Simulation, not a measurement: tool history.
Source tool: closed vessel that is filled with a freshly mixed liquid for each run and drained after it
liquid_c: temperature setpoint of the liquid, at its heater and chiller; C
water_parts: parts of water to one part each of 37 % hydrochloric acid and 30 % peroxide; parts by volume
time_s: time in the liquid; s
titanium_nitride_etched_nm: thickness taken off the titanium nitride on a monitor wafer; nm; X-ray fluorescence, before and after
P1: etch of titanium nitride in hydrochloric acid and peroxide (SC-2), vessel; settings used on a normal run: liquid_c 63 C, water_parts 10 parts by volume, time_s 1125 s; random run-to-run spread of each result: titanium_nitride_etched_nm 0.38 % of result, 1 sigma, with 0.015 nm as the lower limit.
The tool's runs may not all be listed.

run,hour,liquid_c,water_parts,time_s,hours since the thermometer was replaced,hours since the chemicals flow meter was replaced,hours since the drum of peroxide was connected,titanium_nitride_etched_nm
1,6.5,63,10,1125,2070.9,491.7,924,54.65
2,13.7,63,10,1125,2078.1,498.9,931.2,54.188
3,20.3,63,15.5,1125,2084.7,505.5,937.8,37.123
4,23.8,49,10,1125,2088.2,509,941.3,22.315
5,30.1,63,10,1125,2094.5,515.3,947.6,54.321
6,35.7,63,15,1995,2100.1,520.9,953.2,68.262
7,39.5,72,10,1125,2103.9,524.7,957,93.082
8,43.7,63,10,35,2108.1,528.9,961.2,1.7026
9,47.4,63,10,1125,2111.8,532.6,964.9,54.563
10,55.5,63,10,2200,2119.9,540.7,973,106.93
11,60.9,63,10,1125,2125.3,546.1,978.4,54.349
# hour 66.7: new drum of peroxide connected
12,68,63,4,1125,2132.4,553.2,1.3,108.97
13,71.7,63,10,1125,2136.1,556.9,5,54.5
14,76.1,54,6.5,1125,2140.5,561.3,9.4,43.522
15,83.7,63,10,1125,2148.1,568.9,17,54.233
16,88.9,63,10,1125,2153.3,574.1,22.2,56.27

The next listed run, before its measurement:
17,92.9,63,10,1125,2157.3,578.1,26.2,?

Run 17 yielded titanium_nitride_etched_nm 56.932 nm.
